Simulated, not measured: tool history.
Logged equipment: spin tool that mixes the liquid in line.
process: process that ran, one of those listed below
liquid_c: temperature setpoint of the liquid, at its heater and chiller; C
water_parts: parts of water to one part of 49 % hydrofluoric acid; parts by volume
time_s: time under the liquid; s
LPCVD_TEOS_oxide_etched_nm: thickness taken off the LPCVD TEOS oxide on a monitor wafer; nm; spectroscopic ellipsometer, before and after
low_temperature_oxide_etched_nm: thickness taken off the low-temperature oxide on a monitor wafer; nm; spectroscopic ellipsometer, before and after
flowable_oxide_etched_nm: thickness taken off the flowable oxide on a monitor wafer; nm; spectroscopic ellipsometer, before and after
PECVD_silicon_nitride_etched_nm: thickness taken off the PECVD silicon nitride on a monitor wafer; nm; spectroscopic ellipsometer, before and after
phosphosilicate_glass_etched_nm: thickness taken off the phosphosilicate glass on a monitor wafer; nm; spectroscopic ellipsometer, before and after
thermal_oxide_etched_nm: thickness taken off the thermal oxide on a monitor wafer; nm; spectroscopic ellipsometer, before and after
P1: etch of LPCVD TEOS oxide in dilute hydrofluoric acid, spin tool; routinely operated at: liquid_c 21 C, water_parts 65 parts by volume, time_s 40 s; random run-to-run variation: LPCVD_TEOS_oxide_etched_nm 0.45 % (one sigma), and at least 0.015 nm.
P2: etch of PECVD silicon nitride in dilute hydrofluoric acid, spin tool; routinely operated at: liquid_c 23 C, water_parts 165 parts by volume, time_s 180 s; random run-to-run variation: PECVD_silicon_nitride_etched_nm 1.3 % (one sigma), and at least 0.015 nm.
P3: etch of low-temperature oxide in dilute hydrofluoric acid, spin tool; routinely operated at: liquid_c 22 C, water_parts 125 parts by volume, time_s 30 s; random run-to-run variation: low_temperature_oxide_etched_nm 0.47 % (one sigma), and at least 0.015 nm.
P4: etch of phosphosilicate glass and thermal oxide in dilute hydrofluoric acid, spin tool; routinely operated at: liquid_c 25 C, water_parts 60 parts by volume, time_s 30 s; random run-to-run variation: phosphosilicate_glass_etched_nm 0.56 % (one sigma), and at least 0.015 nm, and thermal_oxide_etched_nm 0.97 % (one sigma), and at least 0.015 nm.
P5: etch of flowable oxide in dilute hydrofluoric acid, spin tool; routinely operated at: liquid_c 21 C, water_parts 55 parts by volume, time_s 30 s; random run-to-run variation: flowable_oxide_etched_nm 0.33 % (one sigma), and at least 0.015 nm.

| run | hour | process | liquid_c | water_parts | time_s | LPCVD_TEOS_oxide_etched_nm | low_temperature_oxide_etched_nm | flowable_oxide_etched_nm | PECVD_silicon_nitride_etched_nm | phosphosilicate_glass_etched_nm | thermal_oxide_etched_nm |
|---|---|---|---|---|---|---|---|---|---|---|---|
| 1 | 6.3 | P1 | 21 | 65 | 40 | 32 |  |  |  |  |  |
| 2 | 15.4 | P3 | 22 | 125 | 15 |  | 2.3855 |  |  |  |  |
| 3 | 21.5 | P5 | 21 | 105 | 30 |  |  | 13.071 |  |  |  |
| 4 | 29.2 | P2 | 23 | 165 | 350 |  |  |  | 4.0043 |  |  |
| 5 | 41.4 | P1 | 21 | 65 | 40 | 31.923 |  |  |  |  |  |
| 6 | 53.5 | P4 | 19.5 | 60 | 30 |  |  |  |  | 42.873 | 2.19 |
| 7 | 61.9 | P3 | 22 | 180 | 30 |  | 3.183 |  |  |  |  |
| 8 | 73 | P4 | 25 | 60 | 30 |  |  |  |  | 53.422 | 2.7262 |
| 9 | 81.6 | P2 | 29.5 | 165 | 180 |  |  |  | 3.0145 |  |  |
| 10 | 87.8 | P3 | 22 | 125 | 30 |  | 4.7661 |  |  |  |  |
| 11 | 98.1 | P4 | 25 | 110 | 30 |  |  |  |  | 27.126 | 1.3983 |
| 12 | 104.7 | P1 | 21 | 65 | 40 | 32.05 |  |  |  |  |  |
| 13 | 117.2 | P5 | 21 | 55 | 60 |  |  | 52.914 |  |  |  |
| 14 | 127.1 | P1 | 21 | 65 | 40 | 31.833 |  |  |  |  |  |
| 15 | 133.1 | P1 | 21 | 35 | 40 | 61.326 |  |  |  |  |  |
| 16 | 142.6 | P1 | 17.5 | 65 | 40 | 27.727 |  |  |  |  |  |
| 17 | 148.7 | P1 | 17 | 45 | 40 | 40.118 |  |  |  |  |  |
| 18 | 159.7 | P1 | 21 | 100 | 40 | 20.002 |  |  |  |  |  |
| 19 | 167.8 | P1 | 17 | 105 | 40 | 15.996 |  |  |  |  |  |
|  | 170.9 | thermometer replaced |
| 20 | 178.6 | P3 | 22 | 125 | 30 |  | 4.7812 |  |  |  |  |
|  | 184.2 | hydrofluoric acid flow meter replaced |
| 21 | 190.6 | P1 | 21 | 65 | 15 | 12.009 |  |  |  |  |  |
| 22 | 199.1 | P3 | 17 | 125 | 30 |  | 3.9195 |  |  |  |  |
| 23 | 206.6 | P4 | 25 | 60 | 30 |  |  |  |  | 53.023 | 2.7242 |
| 24 | 215.9 | P5 | 17 | 55 | 30 |  |  | 22.29 |  |  |  |
| 25 | 227.5 | P4 | 25 | 60 | 15 |  |  |  |  | 26.747 | 1.3887 |
| 26 | 239.5 | P1 | 21 | 25 | 70 | 153.06 |  |  |  |  |  |
| 27 | 248 | P2 | 23 | 165 | 180 |  |  |  | 2.0385 |  |  |
| 28 | 260.3 | P1 | 28 | 65 | 40 | 42.352 |  |  |  |  |  |
| 29 | 267.1 | P1 | 21 | 65 | 65 | 51.984 |  |  |  |  |  |
| 30 | 277.9 | P5 | 21 | 55 | 30 |  |  | 26.438 |  |  |  |
| 31 | 286 | P1 | 21 | 65 | 40 | 32.029 |  |  |  |  |  |
| 32 | 292.4 | P2 | 23 | 65 | 180 |  |  |  | 5.1583 |  |  |
| 33 | 300.2 | P1 | 21 | 65 | 40 | 32.06 |  |  |  |  |  |
| 34 | 307 | P1 | 21 | 65 | 40 | 33.441 |  |  |  |  |  |
| 35 | 312.8 | P1 | 21 | 65 | 40 | 34.209 |  |  |  |  |  |
| 36 | 320.2 | P1 | 21 | 65 | 40 | 34.868 |  |  |  |  |  |
| 37 | 328.5 | P1 | 21 | 65 | 40 | 35.288 |  |  |  |  |  |
| 38 | 341.8 | P1 | 21 | 65 | 40 | 35.209 |  |  |  |  |  |
| 39 | 349.7 | P1 | 21 | 65 | 40 | 35.4 |  |  |  |  |  |
| 40 | 356 | P1 | 21 | 65 | 40 | 35.29 |  |  |  |  |  |

What P1 gives has crept off from where it sat before. The 2 causes that follow fit the log equally well, each at the size noted:
A: hydrofluoric acid flow above the setpoint (%) = 9.47
B: liquid hotter than its thermometer reads (K) = 2.36
Creep in the process output first set in at about hour 300.2.

Below are 4 check runs, each averaged over 5 wafers, with their results shown as question marks. Which of them would give clearly different results depending on which cause is behind the drift?
| check 1 | 362.3 | P3 | 17 | 125 | 30 |  | ? |  |  |  |  |
| check 2 | 362.3 | P2 | 29.5 | 165 | 180 |  |  |  | ? |  |  |
| check 3 | 362.3 | P4 | 22 | 60 | 15 |  |  |  |  | ? | ? |
| check 4 | 362.3 | P5 | 17 | 105 | 30 |  |  | ? |  |  |  |

Outcome of each check run for each possible cause:
| check | result | if A | if B |
|---|---|---|---|
| check 1 | low_temperature_oxide_etched_nm | 4.3203 | 4.3016 |
| check 2 | PECVD_silicon_nitride_etched_nm | 3.3577 | 3.533 |
| check 3 | phosphosilicate_glass_etched_nm | 25.983 | 25.984 |
| check 3 | thermal_oxide_etched_nm | 1.3331 | 1.3332 |
| check 4 | flowable_oxide_etched_nm | 12.246 | 12.226 |
Gap, in per cent, between the two causes that each check separates least, read from the result that separates them most: check 1 0.43 %; check 2 5.09 %; check 3 0 %; check 4 0.17 %
Check 2 tells the causes apart: in the others they would give nearly the same result.

Check 2 was carried out, with these results: PECVD_silicon_nitride_etched_nm 3.3702 nm. Which of the listed causes is responsible?

It is A: hydrofluoric acid flow above the setpoint (%).
